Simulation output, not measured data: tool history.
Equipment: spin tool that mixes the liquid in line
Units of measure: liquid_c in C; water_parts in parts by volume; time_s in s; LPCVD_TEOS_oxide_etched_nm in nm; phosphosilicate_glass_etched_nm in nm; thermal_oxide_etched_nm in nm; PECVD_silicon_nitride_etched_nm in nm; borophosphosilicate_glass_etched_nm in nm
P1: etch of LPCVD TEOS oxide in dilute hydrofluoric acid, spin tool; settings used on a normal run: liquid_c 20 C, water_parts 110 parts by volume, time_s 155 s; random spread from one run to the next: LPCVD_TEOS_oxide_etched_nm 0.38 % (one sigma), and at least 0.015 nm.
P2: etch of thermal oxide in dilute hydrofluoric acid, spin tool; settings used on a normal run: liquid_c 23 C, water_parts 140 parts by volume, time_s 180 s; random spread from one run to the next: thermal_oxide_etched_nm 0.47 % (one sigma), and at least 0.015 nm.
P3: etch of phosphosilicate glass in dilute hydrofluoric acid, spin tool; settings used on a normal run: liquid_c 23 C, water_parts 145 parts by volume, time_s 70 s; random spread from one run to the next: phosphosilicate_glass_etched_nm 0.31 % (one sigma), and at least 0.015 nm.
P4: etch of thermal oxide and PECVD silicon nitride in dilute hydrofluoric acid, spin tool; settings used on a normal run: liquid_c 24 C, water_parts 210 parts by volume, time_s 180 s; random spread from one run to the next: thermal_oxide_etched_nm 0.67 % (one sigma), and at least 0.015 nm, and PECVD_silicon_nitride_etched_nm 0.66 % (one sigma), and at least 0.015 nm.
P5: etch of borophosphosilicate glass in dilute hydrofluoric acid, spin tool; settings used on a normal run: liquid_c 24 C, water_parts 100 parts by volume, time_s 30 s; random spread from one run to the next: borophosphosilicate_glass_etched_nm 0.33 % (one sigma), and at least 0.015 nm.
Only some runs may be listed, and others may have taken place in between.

run,hour,process,liquid_c,water_parts,time_s,hours since the thermometer was replaced,hours since the hydrofluoric acid flow meter was replaced,LPCVD_TEOS_oxide_etched_nm,phosphosilicate_glass_etched_nm,thermal_oxide_etched_nm,PECVD_silicon_nitride_etched_nm,borophosphosilicate_glass_etched_nm
1,15.4,P1,20,110,155,432.3,342,39.615,,,,
2,24.8,P1,20,110,155,441.7,351.4,39.673,,,,
3,38.8,P1,20,55,75,455.7,365.4,40.911,,,,
4,50,P3,23,145,70,466.9,376.6,,48.469,,,
5,64.3,P2,23,140,180,481.2,390.9,,,5.6437,,
6,77.1,P1,20,110,155,494,403.7,40.006,,,,
7,92.2,P1,20,110,300,509.1,418.8,77.21,,,,
8,105.6,P3,17,145,70,522.5,432.2,,37.933,,,
9,118.4,P3,23,75,70,535.3,445,,101.3,,,
10,133.1,P4,24,210,365,550,459.7,,,7.0721,8.083,
11,145.4,P1,20,110,155,562.3,472,39.92,,,,
12,160.2,P1,17,110,155,577.1,486.8,35.055,,,,
13,168.1,P1,20,110,80,585,494.7,20.621,,,,
14,176.2,P5,24,25,30,593.1,502.8,,,,,46.135
15,183.2,P1,20,65,155,600.1,509.8,70.838,,,,
16,193.8,P1,20,170,155,610.7,520.4,24.15,,,,
17,201.5,P5,24,100,45,618.4,528.1,,,,,15.778
18,215.6,P5,18.5,100,30,632.5,542.2,,,,,8.4099
19,231.2,P5,24,100,30,648.1,557.8,,,,,10.501
20,238.4,P1,25,110,155,655.3,565,48.491,,,,
21,245.3,P2,23,230,180,662.2,571.9,,,3.1026,,
22,253.8,P3,23,145,70,670.7,580.4,,48.249,,,
23,266.2,P4,30,210,180,683.1,592.8,,,4.3427,5.7495,
24,281.6,P4,24,55,180,698.5,608.2,,,15.925,15.184,
25,295.9,P3,23,145,25,712.8,622.5,,17.165,,,

The next listed run, before its measurement:
# hour 308.5: hydrofluoric acid flow meter replaced
26,309.8,P1,20,110,155,726.7,1.3,?,,,,

LPCVD_TEOS_oxide_etched_nm: 39.615 nm

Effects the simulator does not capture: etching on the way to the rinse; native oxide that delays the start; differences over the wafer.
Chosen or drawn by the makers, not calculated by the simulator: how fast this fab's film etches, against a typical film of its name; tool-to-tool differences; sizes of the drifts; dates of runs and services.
